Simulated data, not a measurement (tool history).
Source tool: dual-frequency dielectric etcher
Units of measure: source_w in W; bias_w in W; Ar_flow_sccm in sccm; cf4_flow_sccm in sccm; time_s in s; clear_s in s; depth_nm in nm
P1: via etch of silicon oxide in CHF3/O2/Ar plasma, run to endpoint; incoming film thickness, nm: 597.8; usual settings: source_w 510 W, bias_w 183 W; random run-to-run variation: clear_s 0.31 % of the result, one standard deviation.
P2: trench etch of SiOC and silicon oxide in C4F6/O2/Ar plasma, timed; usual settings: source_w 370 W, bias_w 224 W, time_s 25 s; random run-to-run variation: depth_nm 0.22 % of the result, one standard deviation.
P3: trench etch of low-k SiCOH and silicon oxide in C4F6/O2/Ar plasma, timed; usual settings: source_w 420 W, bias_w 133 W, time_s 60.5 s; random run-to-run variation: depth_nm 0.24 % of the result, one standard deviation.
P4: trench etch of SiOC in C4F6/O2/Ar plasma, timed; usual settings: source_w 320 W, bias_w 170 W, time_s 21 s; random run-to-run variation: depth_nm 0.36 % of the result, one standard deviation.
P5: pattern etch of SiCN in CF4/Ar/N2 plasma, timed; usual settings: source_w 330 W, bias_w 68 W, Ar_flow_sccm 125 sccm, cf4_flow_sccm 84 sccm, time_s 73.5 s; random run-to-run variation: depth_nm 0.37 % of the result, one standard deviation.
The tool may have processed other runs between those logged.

run,hour,process,source_w,bias_w,Ar_flow_sccm,cf4_flow_sccm,time_s,hours since the last wet clean,hours since the last source power generator calibration,hours since the last bias power generator calibration,clear_s,depth_nm
1,4.6,P1,510,183,,,,70.8,1669.5,654.9,329.36,
2,10,P5,330,68,125,119,73.5,76.2,1674.9,660.3,,49.222
3,14.5,P3,330,133,,,60.5,80.7,1679.4,664.8,,168.3
4,18.7,P1,510,183,,,,84.9,1683.6,669,329.86,
5,25.4,P4,320,220,,,21,91.6,1690.3,675.7,,42.954
6,33,P1,510,183,,,,99.2,1697.9,683.3,328.02,
# hour 35.3: wet clean of the chamber
7,37.1,P3,420,133,,,41.5,1.8,1702,687.4,,127.24
8,41.8,P4,320,170,,,21,6.5,1706.7,692.1,,39.615
9,46.2,P3,420,133,,,60.5,10.9,1711.1,696.5,,184.75
10,50.1,P1,510,183,,,,14.8,1715,700.4,326.08,
11,57.3,P5,330,68,166,84,73.5,22,1722.2,707.6,,44.793
12,63.8,P5,330,68,125,84,73.5,28.5,1728.7,714.1,,46.821
13,67.6,P1,710,183,,,,32.3,1732.5,717.9,288.72,
14,71.8,P1,510,233,,,,36.5,1736.7,722.1,299.93,
15,80.2,P2,500,224,,,25,44.9,1745.1,730.5,,57.097
16,85.4,P1,510,183,,,,50.1,1750.3,735.7,328.49,
17,92.3,P5,330,68,125,84,73.5,57,1757.2,742.6,,46.824
18,97.9,P1,370,183,,,,62.6,1762.8,748.2,370.71,
19,101.8,P4,320,170,,,11.5,66.5,1766.7,752.1,,21.867
20,107.9,P2,370,224,,,35.5,72.6,1772.8,758.2,,72.286
21,115.6,P2,370,315,,,25,80.3,1780.5,765.9,,56.951
22,121.8,P3,420,133,,,60.5,86.5,1786.7,772.1,,185.66
23,128.3,P1,610,147,,,,93,1793.2,778.6,328.01,
24,137,P5,330,52,125,84,73.5,101.7,1801.9,787.3,,42.939
25,144.8,P1,510,130,,,,109.5,1809.7,795.1,367.3,
26,153.2,P4,320,170,,,21,117.9,1818.1,803.5,,39.745
27,161.5,P2,370,224,,,25,126.2,1826.4,811.8,,51.008
28,165.4,P4,200,170,,,21,130.1,1830.3,815.7,,32.966
29,171.2,P5,420,68,125,84,73.5,135.9,1836.1,821.5,,58.157
30,176.5,P5,330,68,125,84,40.5,141.2,1841.4,826.8,,26.039
31,184.6,P3,420,91,,,60.5,149.3,1849.5,834.9,,166.57
32,188.4,P1,510,183,,,,153.1,1853.3,838.7,326.62,
33,194.1,P1,510,183,,,,158.8,1859,844.4,326.39,
34,198.3,P1,510,183,,,,163,1863.2,848.6,324.88,
35,204,P1,510,183,,,,168.7,1868.9,854.3,322.16,
36,211,P1,510,183,,,,175.7,1875.9,861.3,323.47,
# hour 216.8: wet clean of the chamber
37,219,P1,510,183,,,,2.2,1883.9,869.3,322.38,
38,226.9,P1,510,183,,,,10.1,1891.8,877.2,324.96,
39,233.6,P1,510,183,,,,16.8,1898.5,883.9,322.1,

Something has made what P1 gives creep away from where it was; the 2 causes below, each at its own stated size, fit the log equally well:
A: bias power that arrives over what is set, % = 4.66
B: source power that arrives over what is set, % = 4.18
The process output started creeping at around hour 188.4.
Each remaining cause and why it is not a fit:
chamber walls in a state that raises the etch rate, %: serviced at hour 216.8, which brought nothing back

You are offered 4 check runs, listed below with question marks in place of their results; each one averages 2 wafers. Which run separates the listed causes by giving clearly different results for each?
check 1,240.3,P3,420,110,,,49.5,,,,,?
check 2,240.3,P4,210,170,,,21,,,,,?
check 3,240.3,P2,370,312,,,32,,,,,?
check 4,240.3,P5,390,68,125,112,73.5,,,,,?

Expected result of each check under each candidate cause:
check,result,if A,if B
check 1,depth_nm,145.41,145.95
check 2,depth_nm,34.261,34.288
check 3,depth_nm,73.987,73.934
check 4,depth_nm,57.604,58.819
Separation of the two closest causes in each check, using whichever result separates them best: check 1 0.37 %; check 2 0.08 %; check 3 0.07 %; check 4 2.09 %
Check 4 is the one run that separates the causes; every other check would come out nearly the same whichever cause is at work.

Then check 4 was run and gave: depth_nm 58.775 nm. Which cause is it?

It is B: source power that arrives over what is set, %.
